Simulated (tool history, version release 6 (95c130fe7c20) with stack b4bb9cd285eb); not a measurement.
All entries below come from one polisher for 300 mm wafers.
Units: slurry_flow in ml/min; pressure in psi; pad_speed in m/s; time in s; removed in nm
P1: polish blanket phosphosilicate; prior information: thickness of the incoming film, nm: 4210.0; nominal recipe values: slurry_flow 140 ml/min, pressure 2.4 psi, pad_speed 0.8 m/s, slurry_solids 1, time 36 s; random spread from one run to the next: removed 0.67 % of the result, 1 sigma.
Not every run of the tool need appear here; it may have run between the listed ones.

run	day	slurry_flow	pressure	pad_speed	slurry_solids	time	wafers polished on this pad	hours since the slurry nozzle was cleaned	hours since the head pressure was calibrated	hours since the slurry blender was calibrated	hours since the conditioning disc was replaced	removed
1	0.254	140	2.4	0.8	1	36	811	349.5	291.2	113	108.9	227.83
2	0.383	95	2.4	1.04	1	36	849	352.6	294.3	116.1	112	260.65
# day 0.454: worn pad replaced by a new one
# day 0.629: slurry blender recalibrated
3	0.642	185	2.4	0.8	1	36	55	358.8	300.5	0.4	118.2	241.15
4	0.888	140	2.4	1.04	1	36	128	364.7	306.4	6.3	124.1	286.76
5	1.029	140	2.4	0.8	1	36	169	368.1	309.8	9.7	127.5	229.39
6	1.2	140	1.1	0.8	1	36	220	372.2	313.9	13.8	131.6	104.28
# day 1.329: slurry nozzle cleaned
7	1.454	140	2.4	0.8	1	36	295	3	320	19.9	137.7	231.25
8	1.588	85	2.4	0.8	1	36	334	6.2	323.2	23.1	140.9	206.08
9	1.85	140	2.4	0.6	1	36	412	12.5	329.5	29.4	147.2	183
10	2.054	140	3.1	0.8	1	36	472	17.4	334.4	34.3	152.1	298.06
11	2.329	140	2.4	0.8	1	36	553	24	341	40.9	158.7	230.7
12	2.596	140	2.4	0.8	1	36	632	30.4	347.4	47.3	165.1	230.72
13	2.725	140	2.4	0.8	1	16	670	33.5	350.5	50.4	168.2	102.59
14	2.904	140	2.4	0.8	1	53	723	37.8	354.8	54.7	172.5	336.84
15	3.112	140	3.5	0.8	1	17	785	42.8	359.8	59.7	177.5	159.87
16	3.275	140	2.4	0.8	0.55	36	833	46.7	363.7	63.6	181.4	166.75
17	3.45	140	2.4	0.8	1.45	36	884	50.9	367.9	67.8	185.6	267.72
18	3.6	140	2.4	0.8	1	36	929	54.5	371.5	71.4	189.2	229.29
19	3.846	140	2.4	0.8	1	36	1001	60.4	377.4	77.3	195.1	223.78

Run 20 has not been measured yet. What should we expect?
20	4.096	140	2.4	0.8	1	36	1075	66.4	383.4	83.3	201.1	?

Run 20 produced removed 216.28 nm.

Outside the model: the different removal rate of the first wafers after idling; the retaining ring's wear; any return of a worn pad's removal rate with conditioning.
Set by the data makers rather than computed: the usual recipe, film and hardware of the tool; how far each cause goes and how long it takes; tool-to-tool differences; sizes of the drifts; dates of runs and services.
